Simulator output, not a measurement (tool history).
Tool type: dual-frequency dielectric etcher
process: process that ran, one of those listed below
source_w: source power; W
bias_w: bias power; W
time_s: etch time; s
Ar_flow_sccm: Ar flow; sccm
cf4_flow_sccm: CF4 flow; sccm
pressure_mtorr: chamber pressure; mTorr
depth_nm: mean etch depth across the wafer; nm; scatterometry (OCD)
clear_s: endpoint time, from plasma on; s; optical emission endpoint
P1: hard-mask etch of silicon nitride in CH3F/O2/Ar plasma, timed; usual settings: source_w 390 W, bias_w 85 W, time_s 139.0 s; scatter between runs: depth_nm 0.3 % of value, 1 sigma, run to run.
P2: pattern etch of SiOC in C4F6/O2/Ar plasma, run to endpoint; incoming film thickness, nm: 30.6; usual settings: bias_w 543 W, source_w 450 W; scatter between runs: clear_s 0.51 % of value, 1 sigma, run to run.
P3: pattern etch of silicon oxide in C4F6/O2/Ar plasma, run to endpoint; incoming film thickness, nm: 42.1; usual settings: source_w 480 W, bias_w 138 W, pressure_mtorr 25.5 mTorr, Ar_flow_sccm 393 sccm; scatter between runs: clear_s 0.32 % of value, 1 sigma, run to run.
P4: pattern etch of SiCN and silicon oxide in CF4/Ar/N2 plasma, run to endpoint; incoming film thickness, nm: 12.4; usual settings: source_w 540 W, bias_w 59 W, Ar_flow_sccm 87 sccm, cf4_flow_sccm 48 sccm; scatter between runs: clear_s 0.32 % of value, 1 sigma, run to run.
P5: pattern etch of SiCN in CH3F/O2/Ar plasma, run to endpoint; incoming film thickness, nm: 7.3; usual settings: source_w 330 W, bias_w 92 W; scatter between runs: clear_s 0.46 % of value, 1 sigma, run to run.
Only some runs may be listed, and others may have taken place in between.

run	day	process	source_w	bias_w	time_s	Ar_flow_sccm	cf4_flow_sccm	pressure_mtorr	hours since the last wet clean	hours since the last source power generator calibration	hours since the last bias power generator calibration	depth_nm	clear_s
1	0.454	P1	390	85	139.0				98.0	1232.8	1463.8	104.620	
2	0.742	P1	390	85	177.0				104.9	1239.7	1470.7	132.930	
3	1.138	P1	240	85	139.0				114.4	1249.2	1480.2	86.883	
4	1.588	P4	540	78		87	48		125.2	1260.0	1491.0		12.6100
5	1.883	P4	540	59		56	48		132.3	1267.1	1498.1		12.9750
6	2.229	P2	450	386					140.6	1275.4	1506.4		10.7340
7	2.733	P2	340	543					152.7	1287.5	1518.5		10.3950
8	3.242	P3	480	138		393		25.5	164.9	1299.7	1530.7		14.2590
9	3.717	P1	390	85	139.0				176.3	1311.1	1542.1	104.120	
10	4.012	P3	480	138		491		25.5	183.4	1318.2	1549.2		14.5940
11	4.433	P3	660	138		393		25.5	193.5	1328.3	1559.3		12.5970
12	4.762	P4	540	59		87	36		201.4	1336.2	1567.2		14.6090
13	5.050	P3	480	181		393		25.5	208.3	1343.1	1574.1		13.0800
14	5.538	P1	390	85	139.0				220.0	1354.8	1585.8	104.140	
15	5.804	P5	330	92					226.4	1361.2	1592.2		18.3320
16	6.092	P1	390	85	139.0				233.3	1368.1	1599.1	104.160	
# day 6.200: bias power generator calibrated
17	6.354	P5	330	92					239.6	1374.4	3.7		18.2420
18	6.825	P5	420	92					250.9	1385.7	15.0		16.8320
19	7.088	P3	480	138		393		25.5	257.2	1392.0	21.3		14.1940
20	7.492	P2	450	543					266.9	1401.7	31.0		9.3357
21	7.900	P4	540	59		87	48		276.7	1411.5	40.8		13.9500
22	8.379	P4	710	59		87	48		288.2	1423.0	52.3		10.9040
23	8.771	P1	390	58	139.0				297.6	1432.4	61.7	91.588	
24	9.025	P1	390	85	76.5				303.7	1438.5	67.8	57.163	
25	9.300	P3	480	138		393		31.5	310.3	1445.1	74.4		14.5640
26	9.538	P1	390	106	139.0				316.0	1450.8	80.1	112.440	
27	9.817	P5	330	55					322.7	1457.5	86.8		21.8750
28	10.079	P1	390	85	139.0				329.0	1463.8	93.1	104.830	
29	10.421	P1	390	101	180.0				337.2	1472.0	101.3	143.590	
30	10.846	P1	460	85	139.0				347.4	1482.2	111.5	111.020	
31	11.096	P1	390	85	139.0				353.4	1488.2	117.5	104.670	
32	11.317	P1	390	85	139.0				358.7	1493.5	122.8	104.060	
33	11.783	P1	390	85	139.0				369.9	1504.7	134.0	103.600	
34	12.029	P1	390	85	139.0				375.8	1510.6	139.9	102.830	
# day 12.308: wet clean of the chamber
35	12.467	P1	390	85	139.0				3.9	1521.1	150.4	102.730	
36	12.846	P1	390	85	139.0				13.0	1530.2	159.5	102.990	
37	13.304	P1	390	85	139.0				24.0	1541.2	170.5	102.760	

What P1 gives has crept away from where it was. These 2 causes fit the log equally well, each at the size given:
A: bias power that arrives under what is set, % = 4.12
B: source power that arrives under what is set, % = 3.91
The process output started creeping at around day 11.096.
All other causes, with the reason each is excluded:
chamber walls in a state that lowers the etch rate, %: its service at day 12.308 followed the start of the drift and did not put the process back to its old value

Each of the check runs listed below is run on 2 wafers and reports their average, with the results left as question marks. Pick the one under which the possible causes would lead to clearly different results.
check 1	13.762	P2	450	402									?
check 2	13.762	P4	710	59		87	48						?
check 3	13.762	P3	600	138		393		25.5					?
check 4	13.762	P5	400	59									?

What every check run would give for each of its results, assuming each possible cause in turn:
check	result	if A	if B
check 1	clear_s	10.6180	10.6160
check 2	clear_s	11.0650	11.3090
check 3	clear_s	13.2140	13.2660
check 4	clear_s	20.2840	20.3050
Smallest distance between any two causes, each pair judged by its most separating result, in per cent: check 1 0.02 %; check 2 2.19 %; check 3 0.39 %; check 4 0.11 %
Check 2 distinguishes between the causes, while the remaining checks would return nearly the same result for all of them.

Check 2 was carried out, with these results: clear_s 11.2990 s. Which of the listed causes is responsible?

It is B: source power that arrives under what is set, %.
